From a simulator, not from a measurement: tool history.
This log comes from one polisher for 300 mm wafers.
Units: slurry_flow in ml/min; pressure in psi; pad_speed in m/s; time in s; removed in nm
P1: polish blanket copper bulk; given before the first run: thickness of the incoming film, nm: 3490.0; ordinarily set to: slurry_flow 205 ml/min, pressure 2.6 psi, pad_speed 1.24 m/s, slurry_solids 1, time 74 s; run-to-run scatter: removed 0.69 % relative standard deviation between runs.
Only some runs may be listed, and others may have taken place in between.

run,day,slurry_flow,pressure,pad_speed,slurry_solids,time,removed
1,0.162,205,2.6,1.24,1,74,912.01
2,0.383,205,2.6,1.24,1.25,74,960.09
3,0.592,205,1.3,1.24,1,74,458.93
4,0.762,125,2.6,1.24,1,74,850.98
5,0.9,205,2.6,1.24,0.55,74,809.33
6,1.158,205,1.9,1.24,1,34,311.01
7,1.321,205,2.6,1.24,1,43,541.66
# day 1.383: slurry blender recalibrated
8,1.596,205,2.6,1.24,1,111,1360.9
9,1.725,205,2.6,1.62,1,74,1207.1
10,1.9,205,2.6,1.24,1,74,930.08
11,2.05,280,2.6,1.24,1,74,960.01
12,2.296,205,2.6,1.24,1,74,911.65
13,2.558,205,2.6,0.7,1,74,517.27
14,2.779,205,3.3,1.24,1,74,1170.9
# day 2.912: slurry nozzle cleaned
15,2.988,205,2.6,1.24,1.35,43,575.83
16,3.229,205,2.6,1.24,1,74,927.63
17,3.425,205,2.6,1.24,1,74,919.25
18,3.621,205,2.6,1.24,1,74,923.43
19,3.829,205,2.6,1.24,1,74,894.58
20,4.05,205,2.6,1.24,1,74,889.38
21,4.308,205,2.6,1.24,1,74,877.56
# day 4.417: head pressure recalibrated
# day 4.471: slurry blender recalibrated
22,4.529,205,2.6,1.24,1,74,870.28
23,4.792,205,2.6,1.24,1,74,874.33
24,4.946,205,2.6,1.24,1,74,867.25
25,5.2,205,2.6,1.24,1,74,869.6

Something has made what P1 gives creep away from where it was; the 2 causes below, each at its own stated size, fit the log equally well:
A: slurry flow missing at the pad, % = 32.3
B: removal rate lost through wear of the pad, % = 5.88
The process output started creeping at around day 3.621.
Each remaining cause and why it is not a fit:
head's pressure below its setpoint, %: serviced at day 4.417, after the change had begun; the process did not return to its earlier output
abrasive missing from the slurry, %: serviced at day 4.471, after the change had begun; the process did not return to its earlier output

Which of the check runs below tells the causes apart, meaning the causes would give it clearly different results? Each run uses 5 wafers whose results are averaged, and each result is shown as a question mark.
check 1,5.454,205,2.6,0.78,1.25,74,?
check 2,5.454,205,1.7,1.24,0.7,74,?
check 3,5.454,140,2.6,1.24,1,100,?
check 4,5.454,205,2.6,1.24,0.8,74,?

If the cause were each of the candidates in turn, the checks would give the following:
check,result,if A,if B
check 1,removed,572.58,572.62
check 2,removed,526.16,526.2
check 3,removed,1077,1104.8
check 4,removed,827.25,827.31
Per-check spread between the two closest causes, in the result where they differ most: check 1 0.01 %; check 2 0.01 %; check 3 2.54 %; check 4 0.01 %
Check 3 tells the causes apart: in the others they would give nearly the same result.

The results of check 3 are: removed 1099.9 nm. Based on these, which of the listed causes is it?

The cause is B: removal rate lost through wear of the pad, %.
